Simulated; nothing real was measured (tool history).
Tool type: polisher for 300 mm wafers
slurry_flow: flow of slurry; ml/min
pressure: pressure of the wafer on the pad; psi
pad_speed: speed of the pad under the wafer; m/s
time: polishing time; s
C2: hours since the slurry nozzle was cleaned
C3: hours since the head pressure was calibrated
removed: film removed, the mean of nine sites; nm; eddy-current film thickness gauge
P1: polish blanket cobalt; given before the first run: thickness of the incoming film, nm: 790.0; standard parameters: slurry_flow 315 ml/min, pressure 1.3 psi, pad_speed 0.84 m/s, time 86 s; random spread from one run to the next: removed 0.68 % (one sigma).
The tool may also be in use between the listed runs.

{"run": 1, "day": 0.171, "slurry_flow": 315, "pressure": 1.3, "pad_speed": 0.84, "time": 86, "wafers polished on this pad": 973, "C2": 166.2, "C3": 183, "removed": 229.05}
{"run": 2, "day": 0.433, "slurry_flow": 315, "pressure": 1.3, "pad_speed": 1.28, "time": 86, "wafers polished on this pad": 1034, "C2": 172.5, "C3": 189.3, "removed": 346.14}
{"run": 3, "day": 0.638, "slurry_flow": 315, "pressure": 1.3, "pad_speed": 0.84, "time": 62, "wafers polished on this pad": 1081, "C2": 177.4, "C3": 194.2, "removed": 164.57}
{"run": 4, "day": 1.008, "slurry_flow": 315, "pressure": 1.3, "pad_speed": 0.84, "time": 86, "wafers polished on this pad": 1167, "C2": 186.3, "C3": 203.1, "removed": 226.56}
{"run": 5, "day": 1.296, "slurry_flow": 190, "pressure": 1.3, "pad_speed": 1.1, "time": 86, "wafers polished on this pad": 1234, "C2": 193.2, "C3": 210, "removed": 283.29}
{"run": 6, "day": 1.529, "slurry_flow": 315, "pressure": 2, "pad_speed": 0.84, "time": 86, "wafers polished on this pad": 1288, "C2": 198.8, "C3": 215.6, "removed": 347.86}
{"run": 7, "day": 1.779, "slurry_flow": 315, "pressure": 1.3, "pad_speed": 0.84, "time": 130, "wafers polished on this pad": 1346, "C2": 204.8, "C3": 221.6, "removed": 342.91}
{"run": 8, "day": 1.971, "slurry_flow": 315, "pressure": 1.3, "pad_speed": 0.84, "time": 86, "wafers polished on this pad": 1390, "C2": 209.4, "C3": 226.2, "removed": 229.38}
{"run": 9, "day": 2.325, "slurry_flow": 315, "pressure": 1.3, "pad_speed": 0.84, "time": 86, "wafers polished on this pad": 1472, "C2": 217.9, "C3": 234.7, "removed": 231.47}
{"run": 10, "day": 2.533, "slurry_flow": 315, "pressure": 0.8, "pad_speed": 0.84, "time": 86, "wafers polished on this pad": 1521, "C2": 222.9, "C3": 239.7, "removed": 140.22}
{"run": 11, "day": 2.712, "slurry_flow": 190, "pressure": 1.3, "pad_speed": 0.84, "time": 86, "wafers polished on this pad": 1562, "C2": 227.2, "C3": 244, "removed": 214.08}
{"run": 12, "day": 3.029, "slurry_flow": 315, "pressure": 1.3, "pad_speed": 0.84, "time": 86, "wafers polished on this pad": 1636, "C2": 234.8, "C3": 251.6, "removed": 228.23}
{"run": 13, "day": 3.267, "slurry_flow": 315, "pressure": 1.3, "pad_speed": 0.42, "time": 86, "wafers polished on this pad": 1691, "C2": 240.5, "C3": 257.3, "removed": 114.93}
{"run": 14, "day": 3.462, "slurry_flow": 405, "pressure": 1.3, "pad_speed": 0.84, "time": 86, "wafers polished on this pad": 1736, "C2": 245.2, "C3": 262, "removed": 233.14}
{"run": 15, "day": 3.696, "slurry_flow": 315, "pressure": 1.8, "pad_speed": 0.84, "time": 113, "wafers polished on this pad": 1790, "C2": 250.8, "C3": 267.6, "removed": 421.12}
{"run": 16, "day": 3.992, "slurry_flow": 315, "pressure": 1.3, "pad_speed": 0.84, "time": 86, "wafers polished on this pad": 1859, "C2": 257.9, "C3": 274.7, "removed": 228.35}
{"run": 17, "day": 4.254, "slurry_flow": 315, "pressure": 1.3, "pad_speed": 0.84, "time": 86, "wafers polished on this pad": 1920, "C2": 264.2, "C3": 281, "removed": 225.91}
{"run": 18, "day": 4.625, "slurry_flow": 315, "pressure": 1.3, "pad_speed": 0.84, "time": 86, "wafers polished on this pad": 2006, "C2": 273.1, "C3": 289.9, "removed": 220.28}
{"day": 4.75, "done": "worn pad replaced by a new one"}
{"run": 19, "day": 4.921, "slurry_flow": 315, "pressure": 1.3, "pad_speed": 0.84, "time": 86, "wafers polished on this pad": 40, "C2": 280.2, "C3": 297, "removed": 221.84}
{"run": 20, "day": 5.171, "slurry_flow": 315, "pressure": 1.3, "pad_speed": 0.84, "time": 86, "wafers polished on this pad": 98, "C2": 286.2, "C3": 303, "removed": 218.23}
{"run": 21, "day": 5.392, "slurry_flow": 315, "pressure": 1.3, "pad_speed": 0.84, "time": 86, "wafers polished on this pad": 149, "C2": 291.5, "C3": 308.3, "removed": 220.27}
{"run": 22, "day": 5.733, "slurry_flow": 315, "pressure": 1.3, "pad_speed": 0.84, "time": 86, "wafers polished on this pad": 228, "C2": 299.7, "C3": 316.5, "removed": 217.67}

What P1 gives has crept off from where it sat before. The 2 causes that follow fit the log equally well, each at the size noted:
A: head's pressure below its setpoint, % = 3.91
B: slurry flow missing at the pad, % = 32.1
The onset of the drift is placed at about day 3.992.
Excluded causes, each with its reason:
removal rate lost through wear of the pad, %: its service at day 4.75 followed the start of the drift and did not put the process back to its old value

Which of the check runs below tells the causes apart, meaning the causes would give it clearly different results? Each run uses 5 wafers whose results are averaged, and each result is shown as a question mark.
{"run": "check 1", "day": 6.075, "slurry_flow": 190, "pressure": 1.3, "pad_speed": 1.04, "time": 86, "removed": "?"}
{"run": "check 2", "day": 6.075, "slurry_flow": 315, "pressure": 2, "pad_speed": 0.84, "time": 86, "removed": "?"}
{"run": "check 3", "day": 6.075, "slurry_flow": 315, "pressure": 1.3, "pad_speed": 0.44, "time": 86, "removed": "?"}
{"run": "check 4", "day": 6.075, "slurry_flow": 315, "pressure": 1.9, "pad_speed": 0.84, "time": 107, "removed": "?"}

Predicted outcomes, by check and by cause:
check=check_1 result=removed if_A=257.46 if_B=251.28
check=check_2 result=removed if_A=338.12 if_B=338.12
check=check_3 result=removed if_A=115.12 if_B=115.12
check=check_4 result=removed if_A=399.65 if_B=399.65
How far apart the two closest causes lie, in the result that separates them most: check 1 2.43 %; check 2 0 %; check 3 0 %; check 4 0 %
The causes can be told apart only by check 1. The other checks would give nearly the same results under each of them.

Check 1 was carried out, with these results: removed 250.41 nm. Which of the listed causes is responsible?

It is B: slurry flow missing at the pad, %.
